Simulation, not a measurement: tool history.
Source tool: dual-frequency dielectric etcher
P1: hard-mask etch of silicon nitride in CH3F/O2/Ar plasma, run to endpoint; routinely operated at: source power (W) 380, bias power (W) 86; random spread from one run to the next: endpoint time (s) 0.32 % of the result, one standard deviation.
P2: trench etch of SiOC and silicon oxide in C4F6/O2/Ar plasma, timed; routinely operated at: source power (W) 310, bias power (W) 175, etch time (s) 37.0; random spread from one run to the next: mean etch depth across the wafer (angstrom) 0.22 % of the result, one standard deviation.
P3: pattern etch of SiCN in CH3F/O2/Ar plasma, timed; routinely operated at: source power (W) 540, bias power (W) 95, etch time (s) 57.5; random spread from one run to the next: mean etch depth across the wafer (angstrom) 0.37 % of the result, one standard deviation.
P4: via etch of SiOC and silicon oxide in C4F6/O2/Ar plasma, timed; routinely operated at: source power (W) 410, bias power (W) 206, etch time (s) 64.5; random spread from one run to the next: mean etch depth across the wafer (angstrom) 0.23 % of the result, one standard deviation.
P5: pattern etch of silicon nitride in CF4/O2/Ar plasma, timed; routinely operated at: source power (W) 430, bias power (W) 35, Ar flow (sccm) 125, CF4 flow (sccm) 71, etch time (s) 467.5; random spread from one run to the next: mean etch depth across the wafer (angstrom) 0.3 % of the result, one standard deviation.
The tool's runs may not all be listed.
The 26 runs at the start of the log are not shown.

| run | day | process that ran | source power (W) | bias power (W) | Ar flow (sccm) | CF4 flow (sccm) | etch time (s) | hours since the last wet clean | hours since the last source power generator calibration | hours since the last bias power generator calibration | endpoint time (s) | mean etch depth across the wafer (angstrom) |
|---|---|---|---|---|---|---|---|---|---|---|---|---|
| 27 | 13.700 | P2 | 310 | 111 |  |  | 37.0 | 480.2 | 2094.0 | 3171.0 |  | 580.61 |
| 28 | 14.179 | P1 | 380 | 86 |  |  |  | 491.7 | 2105.5 | 3182.5 | 45.133 |  |
| 29 | 14.629 | P1 | 380 | 86 |  |  |  | 502.5 | 2116.3 | 3193.3 | 44.815 |  |
| 30 | 15.112 | P5 | 430 | 22 | 125 | 71 | 467.5 | 514.1 | 2127.9 | 3204.9 |  | 5389.90 |
| 31 | 15.646 | P3 | 540 | 113 |  |  | 57.5 | 526.9 | 2140.7 | 3217.7 |  | 285.79 |
| 32 | 16.096 | P3 | 540 | 95 |  |  | 57.5 | 537.7 | 2151.5 | 3228.5 |  | 268.22 |
| 33 | 16.804 | P1 | 380 | 86 |  |  |  | 554.7 | 2168.5 | 3245.5 | 45.058 |  |
| 34 | 17.112 | P4 | 410 | 206 |  |  | 64.5 | 562.1 | 2175.9 | 3252.9 |  | 757.93 |
| 35 | 17.812 | P2 | 310 | 175 |  |  | 21.5 | 578.9 | 2192.7 | 3269.7 |  | 388.73 |
| 36 | 18.146 | P1 | 380 | 86 |  |  |  | 586.9 | 2200.7 | 3277.7 | 44.966 |  |
| 37 | 18.829 | P1 | 380 | 86 |  |  |  | 603.3 | 2217.1 | 3294.1 | 45.621 |  |
| 38 | 19.383 | P1 | 380 | 86 |  |  |  | 616.6 | 2230.4 | 3307.4 | 45.839 |  |
|  | 19.533 | wet clean of the chamber |
| 39 | 19.725 | P1 | 380 | 86 |  |  |  | 4.6 | 2238.6 | 3315.6 | 45.659 |  |
| 40 | 20.212 | P1 | 380 | 86 |  |  |  | 16.3 | 2250.3 | 3327.3 | 45.903 |  |
| 41 | 20.921 | P1 | 380 | 86 |  |  |  | 33.3 | 2267.3 | 3344.3 | 46.149 |  |
| 42 | 21.429 | P1 | 380 | 86 |  |  |  | 45.5 | 2279.5 | 3356.5 | 45.810 |  |

The next listed run, before its measurement:
| 43 | 21.950 | P1 | 380 | 86 |  |  |  | 58.0 | 2292.0 | 3369.0 | ? |  |

endpoint time (s): 45.734
